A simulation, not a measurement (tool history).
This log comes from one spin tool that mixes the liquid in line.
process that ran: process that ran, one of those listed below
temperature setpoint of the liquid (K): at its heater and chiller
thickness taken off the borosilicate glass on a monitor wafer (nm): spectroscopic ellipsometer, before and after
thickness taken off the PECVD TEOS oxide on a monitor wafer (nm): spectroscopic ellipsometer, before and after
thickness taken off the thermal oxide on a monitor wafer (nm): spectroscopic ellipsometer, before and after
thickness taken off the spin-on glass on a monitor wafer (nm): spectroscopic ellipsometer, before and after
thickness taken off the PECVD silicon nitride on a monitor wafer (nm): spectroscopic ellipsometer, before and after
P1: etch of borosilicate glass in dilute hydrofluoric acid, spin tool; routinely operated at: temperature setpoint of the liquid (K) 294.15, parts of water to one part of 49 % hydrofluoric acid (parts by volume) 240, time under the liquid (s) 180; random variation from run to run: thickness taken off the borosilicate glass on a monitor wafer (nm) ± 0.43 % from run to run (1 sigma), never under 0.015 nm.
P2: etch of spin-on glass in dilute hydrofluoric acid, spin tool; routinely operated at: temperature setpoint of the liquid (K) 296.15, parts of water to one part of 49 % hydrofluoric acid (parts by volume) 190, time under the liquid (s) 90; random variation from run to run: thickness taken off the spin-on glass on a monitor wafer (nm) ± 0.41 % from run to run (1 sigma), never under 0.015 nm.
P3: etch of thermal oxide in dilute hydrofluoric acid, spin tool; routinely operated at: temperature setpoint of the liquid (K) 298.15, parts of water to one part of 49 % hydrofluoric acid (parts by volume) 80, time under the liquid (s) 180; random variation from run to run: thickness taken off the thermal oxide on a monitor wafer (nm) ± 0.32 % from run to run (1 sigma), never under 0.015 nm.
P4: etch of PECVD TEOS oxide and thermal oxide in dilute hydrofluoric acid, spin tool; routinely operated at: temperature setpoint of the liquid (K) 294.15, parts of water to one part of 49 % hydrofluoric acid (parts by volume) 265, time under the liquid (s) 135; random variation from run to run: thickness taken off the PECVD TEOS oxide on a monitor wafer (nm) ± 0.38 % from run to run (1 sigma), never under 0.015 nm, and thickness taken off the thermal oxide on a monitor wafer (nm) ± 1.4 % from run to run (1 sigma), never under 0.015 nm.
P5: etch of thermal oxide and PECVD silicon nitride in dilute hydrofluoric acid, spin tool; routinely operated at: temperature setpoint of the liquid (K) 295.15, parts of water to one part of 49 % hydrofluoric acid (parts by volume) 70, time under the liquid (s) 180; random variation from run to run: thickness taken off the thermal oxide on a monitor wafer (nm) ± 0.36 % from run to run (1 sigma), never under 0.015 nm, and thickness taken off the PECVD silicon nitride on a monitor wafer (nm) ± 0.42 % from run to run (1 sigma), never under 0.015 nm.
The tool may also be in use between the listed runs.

run,day,process that ran,temperature setpoint of the liquid (K),parts of water to one part of 49 % hydrofluoric acid (parts by volume),time under the liquid (s),thickness taken off the borosilicate glass on a monitor wafer (nm),thickness taken off the PECVD TEOS oxide on a monitor wafer (nm),thickness taken off the thermal oxide on a monitor wafer (nm),thickness taken off the spin-on glass on a monitor wafer (nm),thickness taken off the PECVD silicon nitride on a monitor wafer (nm)
1,0.133,P1,294.15,240,180,27.135,,,,
2,0.304,P4,294.15,265,135,,6.0065,1.7967,,
3,0.471,P1,294.15,240,180,27.097,,,,
4,0.579,P3,298.15,80,280,,,18.372,,
5,0.788,P1,294.15,60,295,216.85,,,,
6,1.012,P4,294.15,265,250,,11,3.387,,
7,1.117,P1,294.15,430,100,7.1651,,,,
8,1.304,P3,291.65,80,180,,,9.0587,,
9,1.512,P1,294.15,405,180,13.902,,,,
10,1.738,P1,294.15,240,180,27.01,,,,
11,1.879,P3,298.15,80,180,,,11.852,,
12,2.004,P1,290.15,240,180,23.399,,,,
13,2.221,P2,296.15,190,90,,,,17.254,
14,2.383,P1,294.15,240,305,46.002,,,,
15,2.5,P1,297.65,240,180,30.546,,,,
16,2.725,P2,290.15,190,90,,,,13.634,
17,2.9,P4,294.15,405,135,,3.4585,1.0555,,
18,3.012,P2,296.15,95,90,,,,38.136,
19,3.154,P1,294.15,240,180,27.052,,,,
20,3.254,P1,294.15,240,180,27.134,,,,
# day 3.288: thermometer replaced
21,3.367,P4,290.15,265,135,,5.1645,1.6376,,
22,3.488,P1,294.15,240,15,2.252,,,,
23,3.692,P1,294.15,240,180,27.025,,,,
24,3.812,P3,298.15,140,180,,,6.2781,,
25,4.012,P2,296.15,190,90,,,,17.255,
26,4.133,P5,290.65,70,180,,,9.866,,8.8584
27,4.292,P1,294.15,150,180,47.545,,,,
28,4.483,P5,295.15,70,180,,,11.819,,12.036
29,4.646,P2,296.15,190,175,,,,33.477,
30,4.871,P5,295.15,20,180,,,44.308,,40.551
31,5.025,P5,295.15,70,70,,,4.6094,,4.6897
32,5.229,P1,294.15,240,180,27.185,,,,

The next listed run, before its measurement:
33,5.375,P1,294.15,240,180,?,,,,

thickness taken off the borosilicate glass on a monitor wafer (nm): 26.894
